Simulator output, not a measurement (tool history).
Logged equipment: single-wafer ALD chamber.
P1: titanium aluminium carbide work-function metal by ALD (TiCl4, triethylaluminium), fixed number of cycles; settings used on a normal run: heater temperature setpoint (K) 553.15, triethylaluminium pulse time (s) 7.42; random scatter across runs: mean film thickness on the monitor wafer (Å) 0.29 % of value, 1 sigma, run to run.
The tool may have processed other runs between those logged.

| run | day | heater temperature setpoint (K) | triethylaluminium pulse time (s) | hours since the last thermocouple change | hours since the last triethylaluminium bottle change | mean film thickness on the monitor wafer (Å) |
|---|---|---|---|---|---|---|
| 1 | 0.529 | 553.15 | 7.42 | 1962.3 | 602.7 | 17.257 |
| 2 | 1.212 | 553.15 | 12.30 | 1978.7 | 619.1 | 18.372 |
| 3 | 1.633 | 553.15 | 7.42 | 1988.8 | 629.2 | 17.119 |
| 4 | 2.429 | 577.15 | 7.42 | 2007.9 | 648.3 | 19.119 |
| 5 | 2.846 | 575.15 | 11.03 | 2017.9 | 658.3 | 20.160 |
| 6 | 3.575 | 553.15 | 7.42 | 2035.4 | 675.8 | 17.199 |
| 7 | 3.950 | 553.15 | 7.42 | 2044.4 | 684.8 | 17.210 |
| 8 | 4.508 | 553.15 | 7.42 | 2057.8 | 698.2 | 17.191 |
| 9 | 5.029 | 553.15 | 3.32 | 2070.3 | 710.7 | 12.756 |
| 10 | 5.417 | 536.15 | 7.42 | 2079.6 | 720.0 | 15.849 |
| 11 | 5.942 | 553.15 | 7.42 | 2092.2 | 732.6 | 17.178 |
| 12 | 6.592 | 553.15 | 7.42 | 2107.8 | 748.2 | 17.173 |
| 13 | 7.204 | 553.15 | 7.42 | 2122.5 | 762.9 | 17.016 |
| 14 | 7.754 | 553.15 | 7.42 | 2135.7 | 776.1 | 16.963 |
| 15 | 8.529 | 553.15 | 7.42 | 2154.3 | 794.7 | 16.921 |
| 16 | 9.283 | 553.15 | 7.42 | 2172.4 | 812.8 | 16.791 |
| 17 | 9.988 | 553.15 | 7.42 | 2189.3 | 829.7 | 16.841 |
| 18 | 10.512 | 553.15 | 7.42 | 2201.9 | 842.3 | 16.780 |

Predict the results of run 19:
| 19 | 10.946 | 553.15 | 7.42 | 2212.3 | 852.7 | ? |

Run 19 yielded mean film thickness on the monitor wafer (Å) 16.797.

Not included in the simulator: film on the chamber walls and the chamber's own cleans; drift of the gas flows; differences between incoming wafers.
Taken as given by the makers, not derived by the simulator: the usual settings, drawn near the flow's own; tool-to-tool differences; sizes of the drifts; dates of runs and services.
